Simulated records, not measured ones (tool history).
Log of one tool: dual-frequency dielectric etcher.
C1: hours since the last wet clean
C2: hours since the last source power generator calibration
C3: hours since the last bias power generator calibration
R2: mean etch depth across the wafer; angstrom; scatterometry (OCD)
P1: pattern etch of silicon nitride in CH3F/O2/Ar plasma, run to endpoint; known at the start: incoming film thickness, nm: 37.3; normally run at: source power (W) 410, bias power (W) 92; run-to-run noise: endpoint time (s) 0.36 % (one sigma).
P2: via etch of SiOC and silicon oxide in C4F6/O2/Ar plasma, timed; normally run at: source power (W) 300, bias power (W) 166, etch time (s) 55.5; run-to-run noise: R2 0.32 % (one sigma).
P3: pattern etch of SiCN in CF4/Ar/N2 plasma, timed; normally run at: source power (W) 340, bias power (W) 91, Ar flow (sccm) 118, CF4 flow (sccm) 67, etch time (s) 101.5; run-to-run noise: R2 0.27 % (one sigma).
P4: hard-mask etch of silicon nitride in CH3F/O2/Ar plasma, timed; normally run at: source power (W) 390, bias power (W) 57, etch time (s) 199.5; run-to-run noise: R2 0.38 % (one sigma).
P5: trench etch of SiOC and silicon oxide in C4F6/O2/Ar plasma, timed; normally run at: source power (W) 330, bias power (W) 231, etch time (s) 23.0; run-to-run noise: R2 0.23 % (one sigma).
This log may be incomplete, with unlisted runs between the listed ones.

{"run": 1, "day": 0.412, "process that ran": "P1", "source power (W)": 410, "bias power (W)": 92, "C1": 224.6, "C2": 475.0, "C3": 418.1, "endpoint time (s)": 48.156}
{"run": 2, "day": 0.958, "process that ran": "P3", "source power (W)": 340, "bias power (W)": 91, "Ar flow (sccm)": 118, "CF4 flow (sccm)": 67, "etch time (s)": 143.5, "C1": 237.7, "C2": 488.1, "C3": 431.2, "R2": 1030.1}
{"run": 3, "day": 1.333, "process that ran": "P4", "source power (W)": 390, "bias power (W)": 57, "etch time (s)": 153.5, "C1": 246.7, "C2": 497.1, "C3": 440.2, "R2": 982.24}
{"run": 4, "day": 1.829, "process that ran": "P1", "source power (W)": 410, "bias power (W)": 92, "C1": 258.6, "C2": 509.0, "C3": 452.1, "endpoint time (s)": 47.705}
{"run": 5, "day": 2.317, "process that ran": "P1", "source power (W)": 410, "bias power (W)": 92, "C1": 270.3, "C2": 520.7, "C3": 463.8, "endpoint time (s)": 48.112}
{"run": 6, "day": 2.646, "process that ran": "P4", "source power (W)": 390, "bias power (W)": 57, "etch time (s)": 199.5, "C1": 278.2, "C2": 528.6, "C3": 471.7, "R2": 1281.9}
{"run": 7, "day": 3.167, "process that ran": "P1", "source power (W)": 410, "bias power (W)": 92, "C1": 290.7, "C2": 541.1, "C3": 484.2, "endpoint time (s)": 48.371}
{"run": 8, "day": 3.546, "process that ran": "P3", "source power (W)": 340, "bias power (W)": 59, "Ar flow (sccm)": 118, "CF4 flow (sccm)": 67, "etch time (s)": 101.5, "C1": 299.8, "C2": 550.2, "C3": 493.3, "R2": 623.86}
{"run": 9, "day": 4.108, "process that ran": "P2", "source power (W)": 300, "bias power (W)": 166, "etch time (s)": 55.5, "C1": 313.3, "C2": 563.7, "C3": 506.8, "R2": 529.76}
{"run": 10, "day": 4.554, "process that ran": "P4", "source power (W)": 390, "bias power (W)": 73, "etch time (s)": 199.5, "C1": 324.0, "C2": 574.4, "C3": 517.5, "R2": 1392.2}
{"run": 11, "day": 4.867, "process that ran": "P5", "source power (W)": 330, "bias power (W)": 231, "etch time (s)": 13.0, "C1": 331.5, "C2": 581.9, "C3": 525.0, "R2": 257.73}
{"run": 12, "day": 5.354, "process that ran": "P3", "source power (W)": 340, "bias power (W)": 91, "Ar flow (sccm)": 118, "CF4 flow (sccm)": 67, "etch time (s)": 101.5, "C1": 343.2, "C2": 593.6, "C3": 536.7, "R2": 727.88}
{"run": 13, "day": 5.746, "process that ran": "P3", "source power (W)": 340, "bias power (W)": 91, "Ar flow (sccm)": 149, "CF4 flow (sccm)": 67, "etch time (s)": 101.5, "C1": 352.6, "C2": 603.0, "C3": 546.1, "R2": 704.27}
{"run": 14, "day": 6.2, "process that ran": "P1", "source power (W)": 290, "bias power (W)": 92, "C1": 363.5, "C2": 613.9, "C3": 557.0, "endpoint time (s)": 54.686}
{"run": 15, "day": 6.642, "process that ran": "P3", "source power (W)": 340, "bias power (W)": 91, "Ar flow (sccm)": 118, "CF4 flow (sccm)": 81, "etch time (s)": 101.5, "C1": 374.1, "C2": 624.5, "C3": 567.6, "R2": 749.19}
{"run": 16, "day": 6.954, "process that ran": "P2", "source power (W)": 300, "bias power (W)": 166, "etch time (s)": 76.5, "C1": 381.6, "C2": 632.0, "C3": 575.1, "R2": 733.22}
{"run": 17, "day": 7.208, "process that ran": "P4", "source power (W)": 390, "bias power (W)": 57, "etch time (s)": 199.5, "C1": 387.7, "C2": 638.1, "C3": 581.2, "R2": 1274.8}
{"run": 18, "day": 7.521, "process that ran": "P1", "source power (W)": 410, "bias power (W)": 92, "C1": 395.2, "C2": 645.6, "C3": 588.7, "endpoint time (s)": 48.171}
{"run": 19, "day": 7.962, "process that ran": "P1", "source power (W)": 410, "bias power (W)": 125, "C1": 405.8, "C2": 656.2, "C3": 599.3, "endpoint time (s)": 43.096}
{"run": 20, "day": 8.521, "process that ran": "P5", "source power (W)": 330, "bias power (W)": 284, "etch time (s)": 23.0, "C1": 419.2, "C2": 669.6, "C3": 612.7, "R2": 489.97}
{"run": 21, "day": 9.025, "process that ran": "P3", "source power (W)": 280, "bias power (W)": 91, "Ar flow (sccm)": 118, "CF4 flow (sccm)": 67, "etch time (s)": 101.5, "C1": 431.3, "C2": 681.7, "C3": 624.8, "R2": 615.82}
{"run": 22, "day": 9.533, "process that ran": "P5", "source power (W)": 430, "bias power (W)": 231, "etch time (s)": 23.0, "C1": 443.5, "C2": 693.9, "C3": 637.0, "R2": 506.42}
{"run": 23, "day": 9.812, "process that ran": "P1", "source power (W)": 290, "bias power (W)": 110, "C1": 450.2, "C2": 700.6, "C3": 643.7, "endpoint time (s)": 51.398}
{"run": 24, "day": 10.258, "process that ran": "P2", "source power (W)": 420, "bias power (W)": 166, "etch time (s)": 55.5, "C1": 460.9, "C2": 711.3, "C3": 654.4, "R2": 603.06}
{"run": 25, "day": 10.575, "process that ran": "P1", "source power (W)": 410, "bias power (W)": 92, "C1": 468.5, "C2": 718.9, "C3": 662.0, "endpoint time (s)": 48.142}
{"run": 26, "day": 10.912, "process that ran": "P5", "source power (W)": 330, "bias power (W)": 231, "etch time (s)": 23.0, "C1": 476.6, "C2": 727.0, "C3": 670.1, "R2": 458.18}
{"run": 27, "day": 11.188, "process that ran": "P1", "source power (W)": 340, "bias power (W)": 76, "C1": 483.2, "C2": 733.6, "C3": 676.7, "endpoint time (s)": 55.366}
{"run": 28, "day": 11.754, "process that ran": "P1", "source power (W)": 410, "bias power (W)": 59, "C1": 496.8, "C2": 747.2, "C3": 690.3, "endpoint time (s)": 56.085}
{"run": 29, "day": 12.2, "process that ran": "P5", "source power (W)": 330, "bias power (W)": 231, "etch time (s)": 23.0, "C1": 507.5, "C2": 757.9, "C3": 701.0, "R2": 457.81}
{"run": 30, "day": 12.458, "process that ran": "P2", "source power (W)": 300, "bias power (W)": 201, "etch time (s)": 55.5, "C1": 513.7, "C2": 764.1, "C3": 707.2, "R2": 568.59}
{"run": 31, "day": 12.971, "process that ran": "P1", "source power (W)": 570, "bias power (W)": 92, "C1": 526.0, "C2": 776.4, "C3": 719.5, "endpoint time (s)": 42.641}
{"run": 32, "day": 13.354, "process that ran": "P1", "source power (W)": 410, "bias power (W)": 92, "C1": 535.2, "C2": 785.6, "C3": 728.7, "endpoint time (s)": 48.064}
{"run": 33, "day": 13.65, "process that ran": "P4", "source power (W)": 230, "bias power (W)": 57, "etch time (s)": 199.5, "C1": 542.3, "C2": 792.7, "C3": 735.8, "R2": 1046.9}
{"run": 34, "day": 14.221, "process that ran": "P1", "source power (W)": 410, "bias power (W)": 92, "C1": 556.0, "C2": 806.4, "C3": 749.5, "endpoint time (s)": 48.122}
{"run": 35, "day": 14.508, "process that ran": "P1", "source power (W)": 410, "bias power (W)": 92, "C1": 562.9, "C2": 813.3, "C3": 756.4, "endpoint time (s)": 48.22}
{"run": 36, "day": 14.779, "process that ran": "P1", "source power (W)": 410, "bias power (W)": 92, "C1": 569.4, "C2": 819.8, "C3": 762.9, "endpoint time (s)": 48.496}
{"run": 37, "day": 15.071, "process that ran": "P1", "source power (W)": 410, "bias power (W)": 92, "C1": 576.4, "C2": 826.8, "C3": 769.9, "endpoint time (s)": 48.972}
{"run": 38, "day": 15.546, "process that ran": "P1", "source power (W)": 410, "bias power (W)": 92, "C1": 587.8, "C2": 838.2, "C3": 781.3, "endpoint time (s)": 48.595}
{"run": 39, "day": 15.958, "process that ran": "P1", "source power (W)": 410, "bias power (W)": 92, "C1": 597.7, "C2": 848.1, "C3": 791.2, "endpoint time (s)": 49.06}
{"run": 40, "day": 16.496, "process that ran": "P1", "source power (W)": 410, "bias power (W)": 92, "C1": 610.6, "C2": 861.0, "C3": 804.1, "endpoint time (s)": 48.814}
{"day": 16.8, "done": "wet clean of the chamber"}
{"run": 41, "day": 17.012, "process that ran": "P1", "source power (W)": 410, "bias power (W)": 92, "C1": 5.1, "C2": 873.4, "C3": 816.5, "endpoint time (s)": 49.053}
{"run": 42, "day": 17.354, "process that ran": "P1", "source power (W)": 410, "bias power (W)": 92, "C1": 13.3, "C2": 881.6, "C3": 824.7, "endpoint time (s)": 48.9}
{"run": 43, "day": 17.875, "process that ran": "P1", "source power (W)": 410, "bias power (W)": 92, "C1": 25.8, "C2": 894.1, "C3": 837.2, "endpoint time (s)": 48.837}
{"run": 44, "day": 18.45, "process that ran": "P1", "source power (W)": 410, "bias power (W)": 92, "C1": 39.6, "C2": 907.9, "C3": 851.0, "endpoint time (s)": 48.856}
{"run": 45, "day": 19.017, "process that ran": "P1", "source power (W)": 410, "bias power (W)": 92, "C1": 53.2, "C2": 921.5, "C3": 864.6, "endpoint time (s)": 48.989}

What P1 gives has crept away from where it was. These 2 causes fit the log equally well, each at the size given:
A: bias power that arrives under what is set, % = 4.94
B: source power that arrives under what is set, % = 4.75
At approximately day 14.221, the process output began to creep.
Every other cause this tool's parts could produce, and why it does not fit the log:
chamber walls in a state that lowers the etch rate, %: was serviced at day 16.800, once the creep was under way, yet the earlier output never came back

Below are 4 check runs, each on a single wafer, with their results shown as question marks. Which of them would tell the listed causes apart, meaning the causes would give clearly different results under it?
{"run": "check 1", "day": 19.583, "process that ran": "P4", "source power (W)": 390, "bias power (W)": 72, "etch time (s)": 199.5, "R2": "?"}
{"run": "check 2", "day": 19.583, "process that ran": "P5", "source power (W)": 380, "bias power (W)": 231, "etch time (s)": 13.0, "R2": "?"}
{"run": "check 3", "day": 19.583, "process that ran": "P3", "source power (W)": 340, "bias power (W)": 63, "Ar flow (sccm)": 118, "CF4 flow (sccm)": 67, "etch time (s)": 131.0, "R2": "?"}
{"run": "check 4", "day": 19.583, "process that ran": "P2", "source power (W)": 370, "bias power (W)": 166, "etch time (s)": 74.5, "R2": "?"}

Predicted outcomes, by check and by cause:
check=check_1 result=R2 if_A=1360.60 if_B=1359.10
check=check_2 result=R2 if_A=268.34 if_B=267.86
check=check_3 result=R2 if_A=806.31 if_B=786.67
check=check_4 result=R2 if_A=762.93 if_B=760.75
Separation of the two closest causes in each check, using whichever result separates them best: check 1 0.11 %; check 2 0.18 %; check 3 2.47 %; check 4 0.29 %
Only in check 3 would the causes give clearly different results; in the remaining checks their results would be nearly the same.

Check 3 has now been run. It gave: R2 804.95 angstrom. Which of the candidate causes is it?

It was cause A: bias power that arrives under what is set, %.
